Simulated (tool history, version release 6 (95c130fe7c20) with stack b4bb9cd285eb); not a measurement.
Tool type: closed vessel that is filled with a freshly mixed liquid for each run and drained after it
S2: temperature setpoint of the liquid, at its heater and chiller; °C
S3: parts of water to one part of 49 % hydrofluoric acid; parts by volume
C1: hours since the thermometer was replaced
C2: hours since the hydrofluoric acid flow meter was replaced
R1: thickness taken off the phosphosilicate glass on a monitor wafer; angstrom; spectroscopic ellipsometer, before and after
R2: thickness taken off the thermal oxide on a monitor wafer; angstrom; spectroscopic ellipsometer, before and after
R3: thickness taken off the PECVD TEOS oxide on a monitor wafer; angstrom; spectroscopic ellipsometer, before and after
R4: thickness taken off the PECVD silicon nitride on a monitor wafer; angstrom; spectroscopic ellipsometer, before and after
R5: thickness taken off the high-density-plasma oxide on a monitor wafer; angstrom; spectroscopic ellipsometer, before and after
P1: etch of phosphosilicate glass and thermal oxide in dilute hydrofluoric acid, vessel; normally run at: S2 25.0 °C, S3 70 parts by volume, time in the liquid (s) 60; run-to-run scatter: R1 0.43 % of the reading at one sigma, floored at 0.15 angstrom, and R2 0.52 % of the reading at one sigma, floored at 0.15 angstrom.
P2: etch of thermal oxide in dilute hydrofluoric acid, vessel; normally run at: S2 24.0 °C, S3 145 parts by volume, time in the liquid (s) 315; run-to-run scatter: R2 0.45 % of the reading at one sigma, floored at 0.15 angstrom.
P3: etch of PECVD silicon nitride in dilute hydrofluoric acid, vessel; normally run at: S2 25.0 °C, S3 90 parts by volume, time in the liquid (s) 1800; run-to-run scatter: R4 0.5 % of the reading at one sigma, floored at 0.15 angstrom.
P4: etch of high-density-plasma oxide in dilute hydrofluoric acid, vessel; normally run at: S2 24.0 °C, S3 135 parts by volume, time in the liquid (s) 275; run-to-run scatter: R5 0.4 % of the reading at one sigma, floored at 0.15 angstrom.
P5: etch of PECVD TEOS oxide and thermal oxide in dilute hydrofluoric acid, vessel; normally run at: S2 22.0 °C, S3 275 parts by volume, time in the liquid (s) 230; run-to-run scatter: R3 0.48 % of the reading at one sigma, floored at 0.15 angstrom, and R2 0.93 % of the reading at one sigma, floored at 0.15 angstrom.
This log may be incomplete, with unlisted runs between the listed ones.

run 1 hour=3.6 | process_that_ran=P1 S2=25.0 S3=70 time_in_the_liquid_(s)=60 | C1=443.0 C2=750.6 | R1=768.75 R2=45.379
run 2 hour=5.7 | process_that_ran=P2 S2=24.0 S3=145 time_in_the_liquid_(s)=315 | C1=445.1 C2=752.7 | R2=94.334
run 3 hour=10.0 | process_that_ran=P1 S2=33.5 S3=70 time_in_the_liquid_(s)=60 | C1=449.4 C2=757.0 | R1=1074.40 R2=62.203
run 4 hour=12.9 | process_that_ran=P2 S2=24.0 S3=55 time_in_the_liquid_(s)=315 | C1=452.3 C2=759.9 | R2=278.130
run 5 hour=15.0 | process_that_ran=P5 S2=29.5 S3=275 time_in_the_liquid_(s)=230 | C1=454.4 C2=762.0 | R2=37.336 R3=214.71
run 6 hour=17.4 | process_that_ran=P3 S2=25.0 S3=90 time_in_the_liquid_(s)=920 | C1=456.8 C2=764.4 | R4=234.63
run 7 hour=21.2 | process_that_ran=P5 S2=22.0 S3=275 time_in_the_liquid_(s)=420 | C1=460.6 C2=768.2 | R2=53.349 R3=301.53
run 8 hour=24.7 | process_that_ran=P1 S2=25.0 S3=70 time_in_the_liquid_(s)=60 | C1=464.1 C2=771.7 | R1=774.46 R2=45.273
run 9 hour=26.8 | process_that_ran=P1 S2=28.5 S3=25 time_in_the_liquid_(s)=60 | C1=466.2 C2=773.8 | R1=2648.20 R2=155.430
run 10 hour=30.0 | process_that_ran=P3 S2=20.5 S3=90 time_in_the_liquid_(s)=1800 | C1=469.4 C2=777.0 | R4=337.05
run 11 hour=32.2 | process_that_ran=P5 S2=22.0 S3=275 time_in_the_liquid_(s)=230 | C1=471.6 C2=779.2 | R2=28.253 R3=164.98
run 12 hour=34.8 | process_that_ran=P2 S2=19.5 S3=145 time_in_the_liquid_(s)=315 | C1=474.2 C2=781.8 | R2=78.381
-- hour=37.2 hydrofluoric acid flow meter replaced
run 13 hour=38.6 | process_that_ran=P5 S2=22.0 S3=85 time_in_the_liquid_(s)=230 | C1=478.0 C2=1.5 | R2=113.110 R3=660.48
run 14 hour=42.2 | process_that_ran=P1 S2=25.0 S3=70 time_in_the_liquid_(s)=30 | C1=481.6 C2=5.1 | R1=382.10 R2=22.547
run 15 hour=45.4 | process_that_ran=P1 S2=25.0 S3=40 time_in_the_liquid_(s)=60 | C1=484.8 C2=8.3 | R1=1414.40 R2=83.586
run 16 hour=49.6 | process_that_ran=P1 S2=25.0 S3=70 time_in_the_liquid_(s)=60 | C1=489.0 C2=12.5 | R1=769.42 R2=45.087
run 17 hour=53.7 | process_that_ran=P4 S2=17.0 S3=135 time_in_the_liquid_(s)=275 | C1=493.1 C2=16.6 | R5=74.281
run 18 hour=56.5 | process_that_ran=P1 S2=25.0 S3=120 time_in_the_liquid_(s)=60 | C1=495.9 C2=19.4 | R1=419.91 R2=25.043
run 19 hour=58.8 | process_that_ran=P1 S2=25.0 S3=70 time_in_the_liquid_(s)=60 | C1=498.2 C2=21.7 | R1=774.79 R2=45.395
run 20 hour=62.4 | process_that_ran=P1 S2=17.5 S3=70 time_in_the_liquid_(s)=60 | C1=501.8 C2=25.3 | R1=561.41 R2=33.584
run 21 hour=65.9 | process_that_ran=P1 S2=25.0 S3=70 time_in_the_liquid_(s)=60 | C1=505.3 C2=28.8 | R1=779.42 R2=44.907
run 22 hour=70.4 | process_that_ran=P1 S2=31.0 S3=115 time_in_the_liquid_(s)=60 | C1=509.8 C2=33.3 | R1=558.92 R2=33.058
run 23 hour=72.6 | process_that_ran=P5 S2=22.0 S3=275 time_in_the_liquid_(s)=230 | C1=512.0 C2=35.5 | R2=29.368 R3=166.47
-- hour=74.3 thermometer replaced
run 24 hour=76.2 | process_that_ran=P1 S2=25.0 S3=70 time_in_the_liquid_(s)=105 | C1=1.9 C2=39.1 | R1=1338.00 R2=79.493
run 25 hour=80.3 | process_that_ran=P3 S2=25.0 S3=90 time_in_the_liquid_(s)=1800 | C1=6.0 C2=43.2 | R4=455.65
run 26 hour=83.8 | process_that_ran=P2 S2=24.0 S3=145 time_in_the_liquid_(s)=505 | C1=9.5 C2=46.7 | R2=150.600
run 27 hour=86.1 | process_that_ran=P4 S2=24.0 S3=185 time_in_the_liquid_(s)=275 | C1=11.8 C2=49.0 | R5=67.421
run 28 hour=90.7 | process_that_ran=P4 S2=24.0 S3=135 time_in_the_liquid_(s)=275 | C1=16.4 C2=53.6 | R5=97.766
run 29 hour=93.2 | process_that_ran=P4 S2=24.0 S3=135 time_in_the_liquid_(s)=495 | C1=18.9 C2=56.1 | R5=175.180
run 30 hour=97.4 | process_that_ran=P1 S2=25.0 S3=70 time_in_the_liquid_(s)=60 | C1=23.1 C2=60.3 | R1=768.70 R2=45.197
run 31 hour=99.6 | process_that_ran=P4 S2=24.0 S3=135 time_in_the_liquid_(s)=275 | C1=25.3 C2=62.5 | R5=96.940
run 32 hour=103.4 | process_that_ran=P3 S2=25.0 S3=20 time_in_the_liquid_(s)=1800 | C1=29.1 C2=66.3 | R4=1966.70
run 33 hour=106.3 | process_that_ran=P1 S2=25.0 S3=70 time_in_the_liquid_(s)=60 | C1=32.0 C2=69.2 | R1=765.51 R2=45.457
run 34 hour=110.9 | process_that_ran=P1 S2=25.0 S3=70 time_in_the_liquid_(s)=60 | C1=36.6 C2=73.8 | R1=746.77 R2=43.837
run 35 hour=113.2 | process_that_ran=P1 S2=25.0 S3=70 time_in_the_liquid_(s)=60 | C1=38.9 C2=76.1 | R1=742.65 R2=43.336
run 36 hour=117.6 | process_that_ran=P1 S2=25.0 S3=70 time_in_the_liquid_(s)=60 | C1=43.3 C2=80.5 | R1=733.33 R2=43.586
run 37 hour=121.9 | process_that_ran=P1 S2=25.0 S3=70 time_in_the_liquid_(s)=60 | C1=47.6 C2=84.8 | R1=728.37 R2=43.038
run 38 hour=124.1 | process_that_ran=P1 S2=25.0 S3=70 time_in_the_liquid_(s)=60 | C1=49.8 C2=87.0 | R1=728.76 R2=42.002
run 39 hour=127.7 | process_that_ran=P1 S2=25.0 S3=70 time_in_the_liquid_(s)=60 | C1=53.4 C2=90.6 | R1=730.03 R2=42.461
run 40 hour=131.9 | process_that_ran=P1 S2=25.0 S3=70 time_in_the_liquid_(s)=60 | C1=57.6 C2=94.8 | R1=719.71 R2=42.895

The output of P1 has drifted from where it used to be. Each of the 2 causes below, taken at the size shown beside it, accounts for the log equally well:
A: liquid colder than its thermometer reads (K) = 1.47
B: hydrofluoric acid flow below the setpoint (%) = 5.26
At approximately hour 106.3, the process output began to creep.

Consider the 4 single-wafer check runs listed below, results given as question marks: which one distinguishes between the causes by giving clearly different results for each?
run check 1 hour=136.1 | process_that_ran=P3 S2=22.0 S3=25 time_in_the_liquid_(s)=1800 | R4=?
run check 2 hour=136.1 | process_that_ran=P2 S2=24.0 S3=80 time_in_the_liquid_(s)=315 | R2=?
run check 3 hour=136.1 | process_that_ran=P5 S2=22.0 S3=110 time_in_the_liquid_(s)=230 | R2=? R3=?
run check 4 hour=136.1 | process_that_ran=P4 S2=17.0 S3=135 time_in_the_liquid_(s)=455 | R5=?

Check results expected under each cause:
check=check_1 result=R4 if_A=1178.70 if_B=1239.70
check=check_2 result=R2 if_A=174.600 if_B=174.580
check=check_3 result=R2 if_A=81.214 if_B=81.070
check=check_3 result=R3 if_A=462.47 if_B=461.65
check=check_4 result=R5 if_A=114.840 if_B=114.810
Minimum pairwise separation of causes per check, each pair taken at its best-separating result: check 1 5.05 %; check 2 0.01 %; check 3 0.18 %; check 4 0.02 %
Check 1 tells the causes apart: in the others they would give nearly the same result.

Check 1 has now been run. It gave: R4 1243.30 angstrom. Which of the candidate causes is it?

The cause is B: hydrofluoric acid flow below the setpoint (%).
